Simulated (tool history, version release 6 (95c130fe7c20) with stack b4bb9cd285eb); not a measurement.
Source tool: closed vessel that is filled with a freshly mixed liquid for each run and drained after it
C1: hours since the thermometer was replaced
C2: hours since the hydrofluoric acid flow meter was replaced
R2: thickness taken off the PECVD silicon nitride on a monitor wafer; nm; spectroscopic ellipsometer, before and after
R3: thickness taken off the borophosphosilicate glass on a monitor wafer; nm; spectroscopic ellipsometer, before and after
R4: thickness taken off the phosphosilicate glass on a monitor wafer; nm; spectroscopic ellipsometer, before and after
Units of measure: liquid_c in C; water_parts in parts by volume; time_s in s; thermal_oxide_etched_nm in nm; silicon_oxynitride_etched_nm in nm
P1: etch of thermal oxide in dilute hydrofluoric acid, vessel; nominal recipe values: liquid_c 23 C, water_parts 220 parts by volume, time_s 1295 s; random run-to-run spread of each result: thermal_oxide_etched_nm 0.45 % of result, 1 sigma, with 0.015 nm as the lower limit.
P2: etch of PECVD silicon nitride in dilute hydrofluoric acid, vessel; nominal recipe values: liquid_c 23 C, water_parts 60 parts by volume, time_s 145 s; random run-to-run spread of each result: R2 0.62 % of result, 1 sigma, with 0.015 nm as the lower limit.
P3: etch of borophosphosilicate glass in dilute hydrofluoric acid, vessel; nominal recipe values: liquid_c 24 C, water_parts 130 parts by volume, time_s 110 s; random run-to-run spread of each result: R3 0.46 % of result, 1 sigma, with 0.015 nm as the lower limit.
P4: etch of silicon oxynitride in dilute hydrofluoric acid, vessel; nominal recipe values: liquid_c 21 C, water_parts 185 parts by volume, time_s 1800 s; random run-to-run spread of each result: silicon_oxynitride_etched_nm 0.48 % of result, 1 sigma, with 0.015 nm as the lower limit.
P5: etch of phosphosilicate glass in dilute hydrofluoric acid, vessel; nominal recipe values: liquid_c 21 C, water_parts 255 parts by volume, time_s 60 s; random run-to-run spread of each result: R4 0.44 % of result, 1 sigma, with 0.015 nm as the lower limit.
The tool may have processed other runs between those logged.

Run 1, hour 7.2: process P1, liquid_c 23 C, water_parts 220 parts by volume, time_s 1295 s; C1 891.2; C2 235.4. Result: thermal_oxide_etched_nm 23.275 nm.
Run 2, hour 17.7: process P2, liquid_c 23 C, water_parts 95 parts by volume, time_s 145 s; C1 901.7; C2 245.9. Result: R2 2.7749 nm.
Run 3, hour 24.1: process P1, liquid_c 19 C, water_parts 220 parts by volume, time_s 575 s; C1 908.1; C2 252.3. Result: thermal_oxide_etched_nm 8.9482 nm.
Run 4, hour 31.1: process P3, liquid_c 24 C, water_parts 130 parts by volume, time_s 220 s; C1 915.1; C2 259.3. Result: R3 114.3 nm.
Run 5, hour 38.6: process P3, liquid_c 24 C, water_parts 130 parts by volume, time_s 110 s; C1 922.6; C2 266.8. Result: R3 56.857 nm.
Run 6, hour 44.3: process P5, liquid_c 21 C, water_parts 130 parts by volume, time_s 60 s; C1 928.3; C2 272.5. Result: R4 29.823 nm.
Run 7, hour 55.6: process P1, liquid_c 23 C, water_parts 220 parts by volume, time_s 300 s; C1 939.6; C2 283.8. Result: thermal_oxide_etched_nm 5.4649 nm.
Run 8, hour 66.7: process P1, liquid_c 23 C, water_parts 220 parts by volume, time_s 1295 s; C1 950.7; C2 294.9. Result: thermal_oxide_etched_nm 23.493 nm.
Run 9, hour 75.1: process P2, liquid_c 17 C, water_parts 60 parts by volume, time_s 145 s; C1 959.1; C2 303.3. Result: R2 2.8262 nm.
Run 10, hour 80.4: process P4, liquid_c 21 C, water_parts 110 parts by volume, time_s 1800 s; C1 964.4; C2 308.6. Result: silicon_oxynitride_etched_nm 20.462 nm.
Run 11, hour 86.1: process P1, liquid_c 18 C, water_parts 220 parts by volume, time_s 1295 s; C1 970.1; C2 314.3. Result: thermal_oxide_etched_nm 19.398 nm.
Run 12, hour 92.2: process P1, liquid_c 23 C, water_parts 220 parts by volume, time_s 1295 s; C1 976.2; C2 320.4. Result: thermal_oxide_etched_nm 23.508 nm.
Run 13, hour 98: process P1, liquid_c 23 C, water_parts 75 parts by volume, time_s 1295 s; C1 982; C2 326.2. Result: thermal_oxide_etched_nm 80.111 nm.
Run 14, hour 105.2: process P4, liquid_c 21 C, water_parts 185 parts by volume, time_s 30 s; C1 989.2; C2 333.4. Result: silicon_oxynitride_etched_nm 0.20482 nm.
Run 15, hour 111.3: process P1, liquid_c 27 C, water_parts 220 parts by volume, time_s 1295 s; C1 995.3; C2 339.5. Result: thermal_oxide_etched_nm 27.045 nm.
Run 16, hour 119.1: process P1, liquid_c 23 C, water_parts 220 parts by volume, time_s 1950 s; C1 1003.1; C2 347.3. Result: thermal_oxide_etched_nm 35.161 nm.
Run 17, hour 126.8: process P1, liquid_c 23 C, water_parts 220 parts by volume, time_s 1295 s; C1 1010.8; C2 355. Result: thermal_oxide_etched_nm 23.327 nm.
Run 18, hour 133.6: process P3, liquid_c 24 C, water_parts 55 parts by volume, time_s 110 s; C1 1017.6; C2 361.8. Result: R3 148.12 nm.
Run 19, hour 144.4: process P3, liquid_c 28 C, water_parts 130 parts by volume, time_s 110 s; C1 1028.4; C2 372.6. Result: R3 66.15 nm.
Run 20, hour 153.7: process P1, liquid_c 23 C, water_parts 220 parts by volume, time_s 1295 s; C1 1037.7; C2 381.9. Result: thermal_oxide_etched_nm 23.394 nm.

The next listed run, before its measurement:
Run 21, hour 160.8: process P5, liquid_c 21 C, water_parts 255 parts by volume, time_s 60 s; C1 1044.8; C2 389. Result: R4 ?.

{"run 21": {"R4": 13.504}}
